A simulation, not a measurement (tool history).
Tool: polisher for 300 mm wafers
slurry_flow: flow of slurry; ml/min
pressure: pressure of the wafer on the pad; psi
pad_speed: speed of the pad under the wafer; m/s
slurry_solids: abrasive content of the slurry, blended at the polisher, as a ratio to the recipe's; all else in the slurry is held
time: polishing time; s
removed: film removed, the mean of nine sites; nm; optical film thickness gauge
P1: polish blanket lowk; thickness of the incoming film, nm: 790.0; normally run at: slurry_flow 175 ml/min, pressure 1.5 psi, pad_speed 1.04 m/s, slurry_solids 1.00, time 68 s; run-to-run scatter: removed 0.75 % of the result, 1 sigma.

run   hour  slurry_flow  pressure  pad_speed  slurry_solids  time  removed
  1    4.6          175       1.5       1.04           1.00    68  19.9310
  2   10.0          115       1.5       0.76           1.00    68  14.4620
  3   18.0          175       1.5       1.04           1.45    68  23.3880
  4   23.1          175       1.5       1.04           1.00    68  19.7860
  5   30.6          175       1.5       1.44           1.00    68  25.7530
  6   36.4          175       1.5       1.04           1.00    68  20.0570
  7   42.2          260       1.5       1.04           1.00    68  21.1310
  8   48.3          175       1.1       1.04           1.00    41   8.8607
  9   55.6          175       1.5       0.46           1.00    68  10.5170
 10   63.1          175       1.5       1.04           1.00    68  19.7100
 11   67.8          175       2.2       1.04           1.00    68  29.0190
 12   74.4          175       1.5       1.04           1.00    68  20.1840
 13   80.7          105       1.5       1.04           1.00    68  18.0900
 14   84.8          175       1.5       1.04           0.50    68  13.7490
      88.0  -- slurry nozzle cleaned
 15   90.2          175       1.5       1.04           1.00    34   9.9834
 16   97.6          175       1.5       1.04           1.00   102  29.9830
     101.3  -- conditioning disc replaced and pad reconditioned
 17  104.5          175       2.3       0.70           1.00    68  22.3560
 18  112.9          175       0.7       1.04           1.00    68   9.3919
 19  117.9          175       1.5       1.04           1.00    68  20.0180
 20  124.9          175       1.5       1.04           1.00    68  19.9260
 21  129.2          175       1.5       1.04           1.00    68  19.2620
 22  137.2          175       1.5       1.04           1.00    68  18.6520
     141.3  -- head pressure recalibrated
 23  141.6          175       1.5       1.04           1.00    68  18.3070
 24  146.3          175       1.5       1.04           1.00    68  18.1690
     147.0  -- slurry nozzle cleaned
     147.5  -- conditioning disc replaced and pad reconditioned
 25  154.6          175       1.5       1.04           1.00    68  18.1990
 26  160.0          175       1.5       1.04           1.00    68  17.9790

What P1 gives has crept away from where it was. These 2 causes fit the log equally well, each at the size given:
A: abrasive missing from the slurry, % = 19.5
B: removal rate lost through wear of the pad, % = 9.91
The creep began at about hour 124.9.
Why every other cause is out:
slurry flow missing at the pad, %: serviced at hour 147.0, which brought nothing back
head's pressure below its setpoint, %: serviced at hour 141.3, which brought nothing back
time polished since the conditioner stopped cutting, s: serviced at hour 147.5, which brought nothing back

4 check runs are offered, each on 5 wafers whose results are averaged, their results left as question marks. Which one tells the causes apart?
check 1  165.4          120       1.5       0.46           1.00    68        ?
check 2  165.4          175       2.2       1.04           1.00    52        ?
check 3  165.4          175       2.0       1.04           1.00   102        ?
check 4  165.4          175       1.5       1.04           0.60    68        ?

What each check would give under each cause:
  check   result     if A     if B
check 1  removed   8.7670   8.7678
check 2  removed  20.2050  20.2070
check 3  removed  36.0290  36.0330
check 4  removed  13.4530  13.8260
How far apart the two closest causes lie, in the result that separates them most: check 1 0.01 %; check 2 0.01 %; check 3 0.01 %; check 4 2.74 %
Check 4 tells the causes apart: in the others they would give nearly the same result.

Check 4 was then run and gave: removed 13.8490 nm. Which cause is it?

It is B: removal rate lost through wear of the pad, %.
